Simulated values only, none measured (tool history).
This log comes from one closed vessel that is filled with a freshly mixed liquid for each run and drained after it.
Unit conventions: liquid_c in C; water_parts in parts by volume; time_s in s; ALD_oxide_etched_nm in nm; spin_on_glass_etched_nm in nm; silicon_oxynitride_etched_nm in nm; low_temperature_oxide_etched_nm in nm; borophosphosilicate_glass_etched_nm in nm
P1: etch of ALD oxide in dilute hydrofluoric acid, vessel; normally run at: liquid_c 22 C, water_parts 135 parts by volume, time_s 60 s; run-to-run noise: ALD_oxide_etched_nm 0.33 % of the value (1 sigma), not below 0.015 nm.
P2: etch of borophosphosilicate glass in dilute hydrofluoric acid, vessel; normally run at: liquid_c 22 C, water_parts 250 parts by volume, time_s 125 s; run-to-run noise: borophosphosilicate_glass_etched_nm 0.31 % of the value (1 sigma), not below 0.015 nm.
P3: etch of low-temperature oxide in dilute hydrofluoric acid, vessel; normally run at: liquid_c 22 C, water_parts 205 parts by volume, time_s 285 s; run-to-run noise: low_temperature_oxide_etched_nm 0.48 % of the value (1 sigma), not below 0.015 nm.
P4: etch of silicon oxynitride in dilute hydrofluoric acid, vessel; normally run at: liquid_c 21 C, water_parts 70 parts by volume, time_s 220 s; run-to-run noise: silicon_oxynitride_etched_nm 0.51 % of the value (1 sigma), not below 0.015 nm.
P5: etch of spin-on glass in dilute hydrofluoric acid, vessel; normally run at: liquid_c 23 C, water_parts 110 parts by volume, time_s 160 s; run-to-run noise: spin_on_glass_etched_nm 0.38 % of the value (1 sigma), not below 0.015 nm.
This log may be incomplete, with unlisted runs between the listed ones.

run	hour	process	liquid_c	water_parts	time_s	hours since the thermometer was replaced	hours since the hydrofluoric acid flow meter was replaced	ALD_oxide_etched_nm	spin_on_glass_etched_nm	silicon_oxynitride_etched_nm	low_temperature_oxide_etched_nm	borophosphosilicate_glass_etched_nm
1	13	P1	22	135	60	1335.9	742.6	10.183				
2	20.3	P5	23	110	275	1343.2	749.9		84.21			
3	33.3	P1	22	135	60	1356.2	762.9	10.255				
4	43.4	P1	27	135	95	1366.3	773	19.662				
5	53.5	P1	22	30	60	1376.4	783.1	52.162				
6	66.7	P1	17	135	60	1389.6	796.3	8.3717				
7	79.3	P1	26	135	30	1402.2	808.9	5.9772				
8	87.5	P1	22	200	60	1410.4	817.1	6.4526				
9	97.9	P5	23	55	160	1420.8	827.5		105.85			
10	108.4	P1	22	135	60	1431.3	838	10.211				
11	115.1	P1	26	195	60	1438	844.7	7.6765				
12	121	P4	21	70	365	1443.9	850.6			6.8579		
13	130.4	P3	22	115	285	1453.3	860				33.412	
14	140.6	P1	22	135	60	1463.5	870.2	10.213				
15	153.9	P5	30.5	110	160	1476.8	883.5		65.427			
16	161.8	P4	21	70	220	1484.7	891.4			4.1482		
17	173.2	P4	26	70	220	1496.1	902.8			5.2232		
18	186.2	P3	22	205	125	1509.1	915.8				7.3873	
19	197.6	P2	22	250	30	1520.5	927.2					4.9525
# hour 199.2: hydrofluoric acid flow meter replaced
20	205.3	P1	22	135	60	1528.2	6.1	10.24				
21	215.3	P2	28	250	125	1538.2	16.1					25.536
22	224.8	P3	22	205	285	1547.7	25.6				16.912	
23	236.9	P4	21	20	220	1559.8	37.7			14.848		
24	247.8	P3	17	205	285	1570.7	48.6				13.966	
25	253.8	P1	22	135	60	1576.7	54.6	10.268				
26	263.2	P1	26.5	135	60	1586.1	64	12.09				
27	269.6	P4	21	70	220	1592.5	70.4			4.1203		
28	279.2	P2	22	110	125	1602.1	80					55.05
29	285.1	P1	22	135	90	1608	85.9	15.367				
30	291.2	P1	22	135	60	1614.1	92	10.208				
31	301.2	P5	23	110	160	1624.1	102		48.884			
32	310.9	P2	22	250	125	1633.8	111.7					20.824
33	321.8	P1	22	135	30	1644.7	122.6	5.1621				
34	332.9	P1	22	135	60	1655.8	133.7	10.216				
35	344	P1	22	135	60	1666.9	144.8	9.8216				
36	350.1	P1	22	135	60	1673	150.9	9.7627				
37	358.6	P1	22	135	60	1681.5	159.4	9.7028				

Run 38 is up next; what results do you expect?
38	369.6	P1	22	135	60	1692.5	170.4	?				

ALD_oxide_etched_nm: 9.5356 nm
